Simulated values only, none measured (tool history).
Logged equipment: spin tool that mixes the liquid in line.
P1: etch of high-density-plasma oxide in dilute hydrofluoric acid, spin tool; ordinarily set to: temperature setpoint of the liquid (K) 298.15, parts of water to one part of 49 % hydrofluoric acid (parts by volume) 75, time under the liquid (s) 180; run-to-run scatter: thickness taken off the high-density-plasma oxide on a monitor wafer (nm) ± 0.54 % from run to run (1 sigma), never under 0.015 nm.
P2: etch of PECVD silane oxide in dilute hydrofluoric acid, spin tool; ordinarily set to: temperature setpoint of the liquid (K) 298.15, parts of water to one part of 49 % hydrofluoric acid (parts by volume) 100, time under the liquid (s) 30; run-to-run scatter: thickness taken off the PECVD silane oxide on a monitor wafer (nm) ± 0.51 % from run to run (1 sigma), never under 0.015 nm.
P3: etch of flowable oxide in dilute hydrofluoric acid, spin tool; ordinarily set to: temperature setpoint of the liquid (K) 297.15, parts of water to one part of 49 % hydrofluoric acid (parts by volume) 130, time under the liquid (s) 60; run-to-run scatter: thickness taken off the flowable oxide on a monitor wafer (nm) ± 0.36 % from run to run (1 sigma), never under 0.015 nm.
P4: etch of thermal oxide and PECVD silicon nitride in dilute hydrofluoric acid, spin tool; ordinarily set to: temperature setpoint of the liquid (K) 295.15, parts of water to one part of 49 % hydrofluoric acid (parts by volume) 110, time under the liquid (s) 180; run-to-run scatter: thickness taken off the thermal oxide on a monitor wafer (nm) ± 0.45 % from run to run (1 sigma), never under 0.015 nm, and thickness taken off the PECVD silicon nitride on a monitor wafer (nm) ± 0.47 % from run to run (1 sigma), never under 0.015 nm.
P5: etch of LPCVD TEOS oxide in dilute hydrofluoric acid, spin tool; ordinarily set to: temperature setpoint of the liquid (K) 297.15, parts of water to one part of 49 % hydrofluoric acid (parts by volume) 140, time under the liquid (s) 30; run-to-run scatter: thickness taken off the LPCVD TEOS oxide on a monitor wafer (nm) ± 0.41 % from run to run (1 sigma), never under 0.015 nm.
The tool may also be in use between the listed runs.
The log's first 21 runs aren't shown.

run   hour  process that ran  temperature setpoint of the liquid (K)  parts of water to one part of 49 % hydrofluoric acid (parts by volume)  time under the liquid (s)  thickness taken off the high-density-plasma oxide on a monitor wafer (nm)  thickness taken off the flowable oxide on a monitor wafer (nm)  thickness taken off the LPCVD TEOS oxide on a monitor wafer (nm)  thickness taken off the thermal oxide on a monitor wafer (nm)  thickness taken off the PECVD silicon nitride on a monitor wafer (nm)  thickness taken off the PECVD silane oxide on a monitor wafer (nm)
 22  106.8                P1                                  298.15                                                                      75                        180                                                                     15.085
 23  111.9                P5                                  292.15                                                                     140                         30                                                                                                                                                                                                       6.5993
 24  118.8                P3                                  302.65                                                                     130                         60                                                                                                                                     37.437
 25  125.2                P1                                  298.15                                                                      75                         70                                                                     5.8743
 26  128.5                P1                                  298.15                                                                      35                        180                                                                     33.947
 27  134.5                P1                                  298.15                                                                      75                        180                                                                      15.09
 28  138.2                P1                                  298.15                                                                      75                        295                                                                     24.429
 29  143.2                P4                                  295.15                                                                      25                        180                                                                                                                                                                                                                                                                      33.496                                                                 21.319
 30  148.4                P2                                  298.15                                                                     100                         30                                                                                                                                                                                                                                                                                                                                                                                                                 11.424
 31  151.7                P1                                  298.15                                                                      75                        180                                                                      14.99
 32  158.5                P1                                  298.15                                                                      75                        180                                                                     15.059
 33  163.4                P1                                  298.15                                                                      75                        180                                                                     14.993

Estimate the outcome of run 34 from the log above:
 34   169                P1                                  298.15                                                                      75                        180                                                                          ?

Run 34 produced thickness taken off the high-density-plasma oxide on a monitor wafer (nm) 15.693.
